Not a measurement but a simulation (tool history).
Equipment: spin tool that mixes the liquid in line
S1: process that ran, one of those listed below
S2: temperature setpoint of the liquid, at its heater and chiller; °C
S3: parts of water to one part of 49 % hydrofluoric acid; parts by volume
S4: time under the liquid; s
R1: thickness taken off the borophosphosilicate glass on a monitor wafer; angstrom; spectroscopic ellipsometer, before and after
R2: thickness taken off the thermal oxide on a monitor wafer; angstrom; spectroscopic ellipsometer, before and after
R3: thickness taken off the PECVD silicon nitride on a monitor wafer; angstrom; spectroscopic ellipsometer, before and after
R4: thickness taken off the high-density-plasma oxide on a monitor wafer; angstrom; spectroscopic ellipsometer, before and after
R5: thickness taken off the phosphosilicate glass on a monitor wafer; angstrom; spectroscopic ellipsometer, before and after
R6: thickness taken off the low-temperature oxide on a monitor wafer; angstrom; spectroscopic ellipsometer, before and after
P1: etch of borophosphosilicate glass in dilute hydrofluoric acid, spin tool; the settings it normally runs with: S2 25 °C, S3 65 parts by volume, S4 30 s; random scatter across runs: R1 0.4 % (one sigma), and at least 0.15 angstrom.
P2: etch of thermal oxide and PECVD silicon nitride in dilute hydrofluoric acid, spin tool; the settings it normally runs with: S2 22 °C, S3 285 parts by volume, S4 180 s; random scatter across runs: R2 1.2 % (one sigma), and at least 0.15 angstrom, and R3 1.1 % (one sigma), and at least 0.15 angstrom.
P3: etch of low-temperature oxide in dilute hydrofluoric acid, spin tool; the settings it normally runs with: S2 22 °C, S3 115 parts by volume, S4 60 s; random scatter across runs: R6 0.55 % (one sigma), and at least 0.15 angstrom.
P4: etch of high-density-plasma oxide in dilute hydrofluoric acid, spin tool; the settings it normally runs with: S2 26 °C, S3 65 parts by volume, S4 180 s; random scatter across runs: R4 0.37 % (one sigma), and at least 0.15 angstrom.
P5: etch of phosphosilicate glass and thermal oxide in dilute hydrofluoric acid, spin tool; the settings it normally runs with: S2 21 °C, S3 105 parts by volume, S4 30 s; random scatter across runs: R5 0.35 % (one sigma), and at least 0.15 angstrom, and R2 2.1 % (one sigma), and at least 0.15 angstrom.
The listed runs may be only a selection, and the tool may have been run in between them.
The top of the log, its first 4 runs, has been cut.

| run | day | S1 | S2 | S3 | S4 | R1 | R2 | R3 | R4 | R5 | R6 |
|---|---|---|---|---|---|---|---|---|---|---|---|
| 5 | 1.646 | P4 | 26 | 20 | 180 |  |  |  | 557.62 |  |  |
| 6 | 1.912 | P5 | 17 | 105 | 30 |  | 10.368 |  |  | 330.47 |  |
| 7 | 2.288 | P5 | 21 | 175 | 30 |  | 6.7768 |  |  | 215.53 |  |
| 8 | 2.675 | P3 | 22 | 115 | 60 |  |  |  |  |  | 112.45 |
| 9 | 3.062 | P1 | 32 | 100 | 30 | 156.99 |  |  |  |  |  |
| 10 | 3.383 | P2 | 22 | 410 | 180 |  | 13.519 | 17.28 |  |  |  |
| 11 | 3.612 | P3 | 22 | 115 | 15 |  |  |  |  |  | 28.068 |
| 12 | 3.925 | P1 | 18 | 65 | 30 | 144.22 |  |  |  |  |  |
| 13 | 4.308 | P5 | 21 | 105 | 30 |  | 12.661 |  |  | 386.99 |  |
| 14 | 4.692 | P4 | 26 | 65 | 325 |  |  |  | 291.64 |  |  |
| 15 | 4.912 | P2 | 22 | 285 | 180 |  | 22.338 | 24.254 |  |  |  |
| 16 | 5.208 | P1 | 25 | 100 | 15 | 59.512 |  |  |  |  |  |
| 17 | 5.617 | P1 | 25 | 65 | 30 | 192.9 |  |  |  |  |  |
| 18 | 6.033 | P1 | 29 | 65 | 30 | 226.31 |  |  |  |  |  |
|  | 6.167 | hydrofluoric acid flow meter replaced |
| 19 | 6.25 | P1 | 25 | 65 | 30 | 193.34 |  |  |  |  |  |
| 20 | 6.492 | P1 | 25 | 65 | 55 | 352.28 |  |  |  |  |  |
| 21 | 6.917 | P1 | 25 | 65 | 30 | 193.31 |  |  |  |  |  |
| 22 | 7.367 | P1 | 25 | 110 | 30 | 106.95 |  |  |  |  |  |
| 23 | 7.762 | P3 | 22 | 210 | 60 |  |  |  |  |  | 55.002 |
| 24 | 8.083 | P3 | 17 | 115 | 60 |  |  |  |  |  | 91.684 |
| 25 | 8.367 | P1 | 29.5 | 95 | 30 | 150.37 |  |  |  |  |  |
| 26 | 8.596 | P1 | 25 | 65 | 15 | 96.8 |  |  |  |  |  |
| 27 | 8.812 | P1 | 25 | 65 | 30 | 193.65 |  |  |  |  |  |
| 28 | 9.042 | P4 | 34 | 65 | 180 |  |  |  | 221.45 |  |  |
| 29 | 9.317 | P5 | 21 | 105 | 55 |  | 22.97 |  |  | 710.46 |  |

What does the tool deliver on the next run?
| 30 | 9.721 | P1 | 25 | 65 | 30 | ? |  |  |  |  |  |

{"run 30": {"R1": 194.86}}
